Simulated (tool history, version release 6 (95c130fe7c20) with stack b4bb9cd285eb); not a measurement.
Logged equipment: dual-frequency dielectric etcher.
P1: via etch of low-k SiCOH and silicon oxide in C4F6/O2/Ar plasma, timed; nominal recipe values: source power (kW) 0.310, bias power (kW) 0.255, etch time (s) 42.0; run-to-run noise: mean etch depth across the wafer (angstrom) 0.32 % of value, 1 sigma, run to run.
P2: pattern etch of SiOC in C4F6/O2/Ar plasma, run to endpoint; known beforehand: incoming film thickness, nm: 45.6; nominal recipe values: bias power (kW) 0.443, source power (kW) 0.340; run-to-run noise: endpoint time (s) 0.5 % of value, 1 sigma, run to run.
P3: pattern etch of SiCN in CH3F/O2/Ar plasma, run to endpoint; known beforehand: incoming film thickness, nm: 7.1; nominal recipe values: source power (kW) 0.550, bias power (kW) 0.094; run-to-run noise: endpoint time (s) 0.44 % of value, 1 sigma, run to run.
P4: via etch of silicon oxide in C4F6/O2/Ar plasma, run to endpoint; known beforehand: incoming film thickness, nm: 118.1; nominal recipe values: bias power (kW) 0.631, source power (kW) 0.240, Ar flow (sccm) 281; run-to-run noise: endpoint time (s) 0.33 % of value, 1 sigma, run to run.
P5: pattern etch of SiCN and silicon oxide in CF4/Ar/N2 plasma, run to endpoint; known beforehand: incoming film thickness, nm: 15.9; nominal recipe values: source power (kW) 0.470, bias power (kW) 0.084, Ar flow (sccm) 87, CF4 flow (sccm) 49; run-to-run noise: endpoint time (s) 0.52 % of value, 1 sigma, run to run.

run	day	process that ran	source power (kW)	bias power (kW)	etch time (s)	Ar flow (sccm)	CF4 flow (sccm)	mean etch depth across the wafer (angstrom)	endpoint time (s)
1	0.438	P1	0.310	0.255	42.0			1125.80	
2	0.958	P2	0.340	0.443					16.861
3	1.438	P3	0.670	0.094					14.554
4	2.054	P1	0.310	0.255	42.0			1127.60	
5	2.338	P1	0.310	0.255	55.5			1482.10	
6	2.717	P1	0.310	0.167	42.0			978.83	
7	3.183	P5	0.320	0.084		87	49		23.724
8	3.521	P2	0.340	0.301					19.337
9	4.162	P1	0.390	0.172	42.0			1080.60	
10	4.721	P5	0.470	0.084		87	49		17.216
11	5.046	P4	0.240	0.631		281			28.674
12	5.496	P5	0.470	0.084		64	49		16.283
13	5.996	P1	0.310	0.255	28.0			747.99	
14	6.425	P1	0.380	0.255	42.0			1214.40	
15	6.721	P4	0.240	0.631		207			28.115
16	7.104	P1	0.310	0.255	42.0			1122.30	
17	7.438	P5	0.470	0.084		87	49		17.126
# day 7.712: wet clean of the chamber
18	7.867	P4	0.340	0.631		281			25.356
19	8.404	P3	0.550	0.094					15.661
20	8.925	P1	0.310	0.255	42.0			1125.30	
21	9.333	P5	0.470	0.104		87	49		15.736
22	9.800	P1	0.310	0.349	42.0			1249.10	
23	10.304	P4	0.240	0.806		281			26.007
24	10.712	P3	0.550	0.059					18.396
25	11.188	P4	0.240	0.631		281			28.751
# day 11.362: bias power generator calibrated
26	11.833	P1	0.180	0.255	42.0			921.38	
27	12.125	P5	0.470	0.084		87	61		16.395
28	12.517	P1	0.310	0.255	42.0			1123.80	
29	13.012	P1	0.220	0.255	57.5			1349.00	
30	13.550	P2	0.220	0.443					19.777
31	13.842	P2	0.340	0.443					16.834
32	14.442	P1	0.310	0.255	42.0			1119.30	
33	14.842	P1	0.310	0.255	42.0			1128.50	
34	15.246	P1	0.310	0.255	42.0			1137.90	
35	15.725	P1	0.310	0.255	42.0			1145.90	
36	16.279	P1	0.310	0.255	42.0			1137.20	
37	16.667	P1	0.310	0.255	42.0			1140.40	
# day 16.733: wet clean of the chamber
38	17.125	P1	0.310	0.255	42.0			1145.90	
39	17.521	P1	0.310	0.255	42.0			1147.10	

For run 40, what comes out?
40	18.083	P1	0.310	0.255	42.0			?	

mean etch depth across the wafer (angstrom): 1146.80
